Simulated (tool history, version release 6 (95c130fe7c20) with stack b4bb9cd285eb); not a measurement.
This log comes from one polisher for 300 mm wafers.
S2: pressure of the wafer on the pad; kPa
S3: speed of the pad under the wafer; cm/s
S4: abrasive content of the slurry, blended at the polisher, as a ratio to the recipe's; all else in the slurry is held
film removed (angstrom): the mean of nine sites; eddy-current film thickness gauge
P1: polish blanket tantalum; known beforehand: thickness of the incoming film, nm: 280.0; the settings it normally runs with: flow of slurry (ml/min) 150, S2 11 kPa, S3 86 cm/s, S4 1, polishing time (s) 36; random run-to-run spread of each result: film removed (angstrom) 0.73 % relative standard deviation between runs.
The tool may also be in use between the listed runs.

run 1 day=0.308 | flow_of_slurry_(ml/min)=150 S2=11 S3=86 S4=1 polishing_time_(s)=36 | film_removed_(angstrom)=455.31
run 2 day=0.821 | flow_of_slurry_(ml/min)=150 S2=11 S3=86 S4=1 polishing_time_(s)=46 | film_removed_(angstrom)=589.45
run 3 day=1.167 | flow_of_slurry_(ml/min)=150 S2=11 S3=58 S4=1 polishing_time_(s)=36 | film_removed_(angstrom)=311.21
run 4 day=1.675 | flow_of_slurry_(ml/min)=150 S2=11 S3=86 S4=1 polishing_time_(s)=36 | film_removed_(angstrom)=456.58
run 5 day=2.212 | flow_of_slurry_(ml/min)=150 S2=11 S3=86 S4=1 polishing_time_(s)=36 | film_removed_(angstrom)=457.69
run 6 day=2.692 | flow_of_slurry_(ml/min)=150 S2=11 S3=86 S4=1 polishing_time_(s)=21 | film_removed_(angstrom)=266.98
run 7 day=3.008 | flow_of_slurry_(ml/min)=150 S2=4.8 S3=86 S4=1 polishing_time_(s)=36 | film_removed_(angstrom)=204.12
run 8 day=3.442 | flow_of_slurry_(ml/min)=150 S2=11 S3=86 S4=1 polishing_time_(s)=36 | film_removed_(angstrom)=454.47
run 9 day=4.004 | flow_of_slurry_(ml/min)=90 S2=11 S3=86 S4=1 polishing_time_(s)=36 | film_removed_(angstrom)=408.39
-- day=4.304 slurry blender recalibrated
run 10 day=4.446 | flow_of_slurry_(ml/min)=150 S2=11 S3=86 S4=0.55 polishing_time_(s)=36 | film_removed_(angstrom)=370.82
run 11 day=4.875 | flow_of_slurry_(ml/min)=150 S2=11 S3=134 S4=1 polishing_time_(s)=36 | film_removed_(angstrom)=710.54
run 12 day=5.438 | flow_of_slurry_(ml/min)=190 S2=11 S3=86 S4=1 polishing_time_(s)=36 | film_removed_(angstrom)=472.14
run 13 day=5.704 | flow_of_slurry_(ml/min)=150 S2=16.5 S3=124 S4=1 polishing_time_(s)=36 | film_removed_(angstrom)=980.54
run 14 day=6.004 | flow_of_slurry_(ml/min)=150 S2=11 S3=86 S4=1.45 polishing_time_(s)=36 | film_removed_(angstrom)=507.83
run 15 day=6.388 | flow_of_slurry_(ml/min)=150 S2=15.9 S3=86 S4=1 polishing_time_(s)=36 | film_removed_(angstrom)=663.64
run 16 day=6.758 | flow_of_slurry_(ml/min)=150 S2=11 S3=86 S4=1 polishing_time_(s)=36 | film_removed_(angstrom)=462.77
run 17 day=7.079 | flow_of_slurry_(ml/min)=150 S2=11 S3=86 S4=1 polishing_time_(s)=36 | film_removed_(angstrom)=437.74
run 18 day=7.646 | flow_of_slurry_(ml/min)=150 S2=11 S3=86 S4=1 polishing_time_(s)=36 | film_removed_(angstrom)=432.57

Expected results for the next run?
-- day=7.812 slurry blender recalibrated
-- day=7.983 head pressure recalibrated
run 19 day=8.017 | flow_of_slurry_(ml/min)=150 S2=11 S3=86 S4=1 polishing_time_(s)=36 | film_removed_(angstrom)=?

film removed (angstrom): 427.83
